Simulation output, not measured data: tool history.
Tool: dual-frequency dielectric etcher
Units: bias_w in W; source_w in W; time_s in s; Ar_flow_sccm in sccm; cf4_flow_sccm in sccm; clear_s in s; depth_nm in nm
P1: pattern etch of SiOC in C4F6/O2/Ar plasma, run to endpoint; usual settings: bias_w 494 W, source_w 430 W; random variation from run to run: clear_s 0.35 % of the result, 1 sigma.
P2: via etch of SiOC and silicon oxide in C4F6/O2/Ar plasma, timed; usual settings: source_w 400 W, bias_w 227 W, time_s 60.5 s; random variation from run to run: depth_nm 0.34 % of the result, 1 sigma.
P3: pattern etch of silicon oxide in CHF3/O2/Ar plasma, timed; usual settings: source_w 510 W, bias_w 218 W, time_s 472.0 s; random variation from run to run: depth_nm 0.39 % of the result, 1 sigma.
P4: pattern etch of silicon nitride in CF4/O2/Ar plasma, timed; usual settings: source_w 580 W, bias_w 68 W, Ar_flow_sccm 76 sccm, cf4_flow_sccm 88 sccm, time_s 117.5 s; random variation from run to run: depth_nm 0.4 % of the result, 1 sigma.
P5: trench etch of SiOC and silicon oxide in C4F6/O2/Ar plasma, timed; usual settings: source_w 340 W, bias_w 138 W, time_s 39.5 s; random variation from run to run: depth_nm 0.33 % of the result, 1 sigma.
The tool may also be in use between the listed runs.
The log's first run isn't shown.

run	hour	process	bias_w	source_w	time_s	Ar_flow_sccm	cf4_flow_sccm	hours since the last wet clean	hours since the last bias power generator calibration	hours since the last source power generator calibration	clear_s	depth_nm
2	11.8	P2	227	400	60.5			89.5	444.5	1805.5		75.393
3	17.6	P1	494	430				95.3	450.3	1811.3	11.944	
4	22.5	P1	494	300				100.2	455.2	1816.2	13.574	
5	25.6	P4	68	450	117.5	76	88	103.3	458.3	1819.3		235.220
# hour 29.9: source power generator calibrated
6	30.1	P2	227	400	86.0			107.8	462.8	0.3		107.660
7	34.0	P1	586	510				111.7	466.7	4.2	10.494	
8	40.3	P1	494	610				118.0	473.0	10.5	10.514	
9	46.3	P5	191	340	39.5			124.0	479.0	16.5		73.657
10	50.2	P5	138	230	39.5			127.9	482.9	20.4		57.139
11	54.8	P4	68	580	117.5	76	110	132.5	487.5	25.0		298.470
12	58.1	P4	68	580	64.5	76	88	135.8	490.8	28.3		159.510
13	63.1	P2	227	480	60.5			140.8	495.8	33.3		80.832
14	66.8	P3	218	510	472.0			144.5	499.5	37.0		957.210
15	72.9	P2	180	400	60.5			150.6	505.6	43.1		70.034
16	78.8	P1	611	430				156.5	511.5	49.0	10.997	
17	83.5	P5	138	340	21.5			161.2	516.2	53.7		36.140
18	87.3	P4	68	580	117.5	76	88	165.0	520.0	57.5		292.310
19	91.9	P1	494	430				169.6	524.6	62.1	11.930	
# hour 96.3: wet clean of the chamber
20	96.7	P1	494	430				0.4	529.4	66.9	11.921	
21	100.2	P4	68	580	117.5	76	88	3.9	532.9	70.4		291.590
22	106.3	P5	138	340	39.5			10.0	539.0	76.5		66.478
23	109.4	P3	218	510	259.5			13.1	542.1	79.6		522.790
24	114.6	P1	311	430				18.3	547.3	84.8	14.046	
25	118.3	P3	300	510	472.0			22.0	551.0	88.5		1064.200

The next listed run, before its measurement:
26	123.9	P1	600	350				27.6	556.6	94.1	?	

Run 26 gave clear_s 11.951 s.
